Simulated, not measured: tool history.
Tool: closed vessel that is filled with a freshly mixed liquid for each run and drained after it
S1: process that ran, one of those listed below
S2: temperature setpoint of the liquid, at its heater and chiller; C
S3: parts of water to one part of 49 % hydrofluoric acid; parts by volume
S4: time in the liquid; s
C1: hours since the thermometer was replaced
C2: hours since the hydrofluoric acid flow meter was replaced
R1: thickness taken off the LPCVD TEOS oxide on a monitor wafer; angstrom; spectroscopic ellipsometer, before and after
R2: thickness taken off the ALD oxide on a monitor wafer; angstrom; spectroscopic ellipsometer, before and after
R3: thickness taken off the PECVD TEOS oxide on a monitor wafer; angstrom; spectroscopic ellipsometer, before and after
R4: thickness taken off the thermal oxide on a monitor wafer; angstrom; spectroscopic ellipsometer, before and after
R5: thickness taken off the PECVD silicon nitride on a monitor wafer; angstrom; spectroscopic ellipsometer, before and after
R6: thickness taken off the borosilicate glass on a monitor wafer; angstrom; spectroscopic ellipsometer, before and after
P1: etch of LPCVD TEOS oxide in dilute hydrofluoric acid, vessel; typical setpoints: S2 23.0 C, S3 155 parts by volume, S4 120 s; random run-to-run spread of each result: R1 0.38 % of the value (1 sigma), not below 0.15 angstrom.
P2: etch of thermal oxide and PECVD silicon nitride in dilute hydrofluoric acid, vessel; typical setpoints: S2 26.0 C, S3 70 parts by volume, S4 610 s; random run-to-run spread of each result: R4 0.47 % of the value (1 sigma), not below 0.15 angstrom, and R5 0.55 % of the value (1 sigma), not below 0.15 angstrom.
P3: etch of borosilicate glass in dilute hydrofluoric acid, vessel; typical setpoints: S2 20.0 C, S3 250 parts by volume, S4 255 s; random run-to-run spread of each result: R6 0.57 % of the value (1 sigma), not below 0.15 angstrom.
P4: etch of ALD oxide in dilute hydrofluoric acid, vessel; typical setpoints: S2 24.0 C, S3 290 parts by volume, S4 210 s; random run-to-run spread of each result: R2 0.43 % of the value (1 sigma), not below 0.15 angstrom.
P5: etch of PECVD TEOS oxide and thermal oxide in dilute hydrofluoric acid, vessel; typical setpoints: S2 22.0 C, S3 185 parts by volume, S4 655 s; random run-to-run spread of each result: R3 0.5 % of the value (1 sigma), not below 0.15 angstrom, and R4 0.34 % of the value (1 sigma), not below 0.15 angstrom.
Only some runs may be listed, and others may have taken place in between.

Run 1, hour 9.1: S1 P1, S2 23.0 C, S3 155 parts by volume, S4 120 s; C1 2197.7; C2 430.5. Result: R1 263.280 angstrom.
Run 2, hour 15.2: S1 P1, S2 23.0 C, S3 155 parts by volume, S4 30 s; C1 2203.8; C2 436.6. Result: R1 65.334 angstrom.
Run 3, hour 25.3: S1 P4, S2 24.0 C, S3 290 parts by volume, S4 380 s; C1 2213.9; C2 446.7. Result: R2 183.330 angstrom.
Run 4, hour 32.5: S1 P4, S2 17.0 C, S3 290 parts by volume, S4 210 s; C1 2221.1; C2 453.9. Result: R2 78.755 angstrom.
Run 5, hour 40.4: S1 P1, S2 23.0 C, S3 155 parts by volume, S4 120 s; C1 2229.0; C2 461.8. Result: R1 260.430 angstrom.
Run 6, hour 46.7: S1 P1, S2 23.0 C, S3 155 parts by volume, S4 120 s; C1 2235.3; C2 468.1. Result: R1 263.580 angstrom.
Run 7, hour 51.2: S1 P1, S2 23.0 C, S3 155 parts by volume, S4 235 s; C1 2239.8; C2 472.6. Result: R1 516.760 angstrom.
Run 8, hour 56.4: S1 P5, S2 17.0 C, S3 185 parts by volume, S4 655 s; C1 2245.0; C2 477.8. Result: R3 341.85 angstrom, R4 121.310 angstrom.
Run 9, hour 62.8: S1 P1, S2 23.0 C, S3 155 parts by volume, S4 120 s; C1 2251.4; C2 484.2. Result: R1 262.430 angstrom.
Run 10, hour 69.1: S1 P2, S2 26.0 C, S3 70 parts by volume, S4 35 s; C1 2257.7; C2 490.5. Result: R4 28.004 angstrom, R5 9.6174 angstrom.
Run 11, hour 77.8: S1 P4, S2 24.0 C, S3 290 parts by volume, S4 210 s; C1 2266.4; C2 499.2. Result: R2 101.880 angstrom.
Run 12, hour 87.3: S1 P1, S2 23.0 C, S3 85 parts by volume, S4 120 s; C1 2275.9; C2 508.7. Result: R1 519.460 angstrom.
Run 13, hour 93.8: S1 P2, S2 32.5 C, S3 70 parts by volume, S4 610 s; C1 2282.4; C2 515.2. Result: R4 625.660 angstrom, R5 253.7300 angstrom.
Run 14, hour 99.5: S1 P2, S2 26.0 C, S3 95 parts by volume, S4 610 s; C1 2288.1; C2 520.9. Result: R4 350.160 angstrom, R5 121.7800 angstrom.
Run 15, hour 105.7: S1 P3, S2 20.0 C, S3 250 parts by volume, S4 60 s; C1 2294.3; C2 527.1. Result: R6 70.326 angstrom.
Run 16, hour 116.0: S1 P5, S2 22.0 C, S3 280 parts by volume, S4 655 s; C1 2304.6; C2 537.4. Result: R3 251.93 angstrom, R4 87.917 angstrom.
Run 17, hour 124.0: S1 P3, S2 20.0 C, S3 95 parts by volume, S4 255 s; C1 2312.6; C2 545.4. Result: R6 933.480 angstrom.
Run 18, hour 132.2: S1 P4, S2 24.0 C, S3 290 parts by volume, S4 210 s; C1 2320.8; C2 553.6. Result: R2 100.910 angstrom.
Run 19, hour 136.8: S1 P4, S2 24.0 C, S3 155 parts by volume, S4 210 s; C1 2325.4; C2 558.2. Result: R2 217.420 angstrom.
Run 20, hour 144.6: S1 P5, S2 22.0 C, S3 185 parts by volume, S4 655 s; C1 2333.2; C2 566.0. Result: R3 418.19 angstrom, R4 146.510 angstrom.
Run 21, hour 153.6: S1 P3, S2 26.0 C, S3 250 parts by volume, S4 255 s; C1 2342.2; C2 575.0. Result: R6 373.570 angstrom.
Run 22, hour 158.1: S1 P1, S2 23.0 C, S3 155 parts by volume, S4 120 s; C1 2346.7; C2 579.5. Result: R1 263.810 angstrom.
Run 23, hour 163.6: S1 P1, S2 18.5 C, S3 155 parts by volume, S4 30 s; C1 2352.2; C2 585.0. Result: R1 54.600 angstrom.
Run 24, hour 171.3: S1 P3, S2 20.0 C, S3 250 parts by volume, S4 255 s; C1 2359.9; C2 592.7. Result: R6 302.370 angstrom.
Run 25, hour 180.3: S1 P1, S2 23.0 C, S3 225 parts by volume, S4 120 s; C1 2368.9; C2 601.7. Result: R1 167.170 angstrom.
Run 26, hour 185.1: S1 P2, S2 26.0 C, S3 70 parts by volume, S4 610 s; C1 2373.7; C2 606.5. Result: R4 487.950 angstrom, R5 166.4000 angstrom.
Run 27, hour 190.8: S1 P5, S2 22.0 C, S3 185 parts by volume, S4 1270 s; C1 2379.4; C2 612.2. Result: R3 813.97 angstrom, R4 284.420 angstrom.
Run 28, hour 197.7: S1 P1, S2 27.5 C, S3 155 parts by volume, S4 120 s; C1 2386.3; C2 619.1. Result: R1 311.420 angstrom.
Run 29, hour 202.8: S1 P2, S2 26.0 C, S3 70 parts by volume, S4 610 s; C1 2391.4; C2 624.2. Result: R4 489.700 angstrom, R5 166.0900 angstrom.
Run 30, hour 211.2: S1 P1, S2 23.0 C, S3 155 parts by volume, S4 120 s; C1 2399.8; C2 632.6. Result: R1 263.010 angstrom.
Run 31, hour 216.8: S1 P1, S2 23.0 C, S3 155 parts by volume, S4 120 s; C1 2405.4; C2 638.2. Result: R1 261.540 angstrom.
Run 32, hour 221.4: S1 P1, S2 17.0 C, S3 155 parts by volume, S4 120 s; C1 2410.0; C2 642.8. Result: R1 207.630 angstrom.
Run 33, hour 230.8: S1 P3, S2 20.0 C, S3 250 parts by volume, S4 255 s; C1 2419.4; C2 652.2. Result: R6 301.970 angstrom.

Run 34 is up next; what results do you expect?
Run 34, hour 240.0: S1 P1, S2 23.0 C, S3 155 parts by volume, S4 120 s; C1 2428.6; C2 661.4. Result: R1 ?.

R1: 263.850 angstrom

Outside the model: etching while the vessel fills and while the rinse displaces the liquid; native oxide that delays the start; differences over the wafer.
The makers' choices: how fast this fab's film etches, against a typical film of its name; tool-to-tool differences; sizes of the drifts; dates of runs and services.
